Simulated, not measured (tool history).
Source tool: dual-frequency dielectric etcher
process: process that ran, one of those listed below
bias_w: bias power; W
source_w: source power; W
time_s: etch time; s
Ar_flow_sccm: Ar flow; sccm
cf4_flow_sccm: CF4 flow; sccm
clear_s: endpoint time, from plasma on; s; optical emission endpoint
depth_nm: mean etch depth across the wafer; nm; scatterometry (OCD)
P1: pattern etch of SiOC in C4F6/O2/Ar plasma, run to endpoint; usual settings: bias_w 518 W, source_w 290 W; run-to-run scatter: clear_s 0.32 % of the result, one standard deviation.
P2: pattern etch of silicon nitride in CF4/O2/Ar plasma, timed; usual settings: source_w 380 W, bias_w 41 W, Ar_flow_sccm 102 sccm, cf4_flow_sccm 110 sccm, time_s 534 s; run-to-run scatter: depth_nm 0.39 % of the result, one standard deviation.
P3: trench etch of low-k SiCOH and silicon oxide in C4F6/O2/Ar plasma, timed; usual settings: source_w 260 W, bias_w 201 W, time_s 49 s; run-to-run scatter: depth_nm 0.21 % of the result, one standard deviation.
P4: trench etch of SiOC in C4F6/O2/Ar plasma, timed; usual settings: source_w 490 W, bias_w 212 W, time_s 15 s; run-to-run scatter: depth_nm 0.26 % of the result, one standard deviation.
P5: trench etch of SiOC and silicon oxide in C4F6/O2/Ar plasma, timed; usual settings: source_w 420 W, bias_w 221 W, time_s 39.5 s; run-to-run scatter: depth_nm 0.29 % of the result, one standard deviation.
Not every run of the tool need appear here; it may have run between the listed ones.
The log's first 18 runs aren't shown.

| run | hour | process | bias_w | source_w | time_s | Ar_flow_sccm | cf4_flow_sccm | hours since the last wet clean | hours since the last bias power generator calibration | hours since the last source power generator calibration | clear_s | depth_nm |
|---|---|---|---|---|---|---|---|---|---|---|---|---|
| 19 | 261.1 | P1 | 629 | 400 |  |  |  | 743.8 | 1858.5 | 2791.8 | 13.057 |  |
| 20 | 278 | P3 | 201 | 260 | 27 |  |  | 760.7 | 1875.4 | 2808.7 |  | 76.184 |
| 21 | 293 | P1 | 518 | 190 |  |  |  | 775.7 | 1890.4 | 2823.7 | 18.61 |  |
| 22 | 307.8 | P3 | 201 | 310 | 49 |  |  | 790.5 | 1905.2 | 2838.5 |  | 148.15 |
| 23 | 318.6 | P1 | 518 | 290 |  |  |  | 801.3 | 1916 | 2849.3 | 15.901 |  |
|  | 322 | source power generator calibrated |
| 24 | 330.1 | P1 | 518 | 370 |  |  |  | 812.8 | 1927.5 | 8.1 | 14.471 |  |
| 25 | 341 | P1 | 687 | 290 |  |  |  | 823.7 | 1938.4 | 19 | 14.13 |  |
| 26 | 349.6 | P1 | 518 | 290 |  |  |  | 832.3 | 1947 | 27.6 | 15.81 |  |
| 27 | 366.2 | P2 | 25 | 380 | 534 | 102 | 110 | 848.9 | 1963.6 | 44.2 |  | 634.58 |
| 28 | 382.1 | P5 | 221 | 530 | 39.5 |  |  | 864.8 | 1979.5 | 60.1 |  | 93.176 |
| 29 | 390.4 | P3 | 201 | 260 | 49 |  |  | 873.1 | 1987.8 | 68.4 |  | 137.85 |
| 30 | 398.9 | P2 | 41 | 380 | 677.5 | 102 | 110 | 881.6 | 1996.3 | 76.9 |  | 958.33 |
| 31 | 416.2 | P1 | 608 | 360 |  |  |  | 898.9 | 2013.6 | 94.2 | 13.778 |  |
| 32 | 425.7 | P1 | 341 | 290 |  |  |  | 908.4 | 2023.1 | 103.7 | 18.544 |  |
| 33 | 442.9 | P1 | 518 | 290 |  |  |  | 925.6 | 2040.3 | 120.9 | 15.903 |  |
| 34 | 457 | P1 | 518 | 290 |  |  |  | 939.7 | 2054.4 | 135 | 16.008 |  |
| 35 | 472.5 | P1 | 518 | 290 |  |  |  | 955.2 | 2069.9 | 150.5 | 15.954 |  |
| 36 | 481.2 | P1 | 518 | 290 |  |  |  | 963.9 | 2078.6 | 159.2 | 15.995 |  |
| 37 | 491.9 | P1 | 518 | 290 |  |  |  | 974.6 | 2089.3 | 169.9 | 16.023 |  |

Run 38 comes next. What will it give?
| 38 | 503.5 | P1 | 518 | 290 |  |  |  | 986.2 | 2100.9 | 181.5 | ? |  |

clear_s: 16.047 s
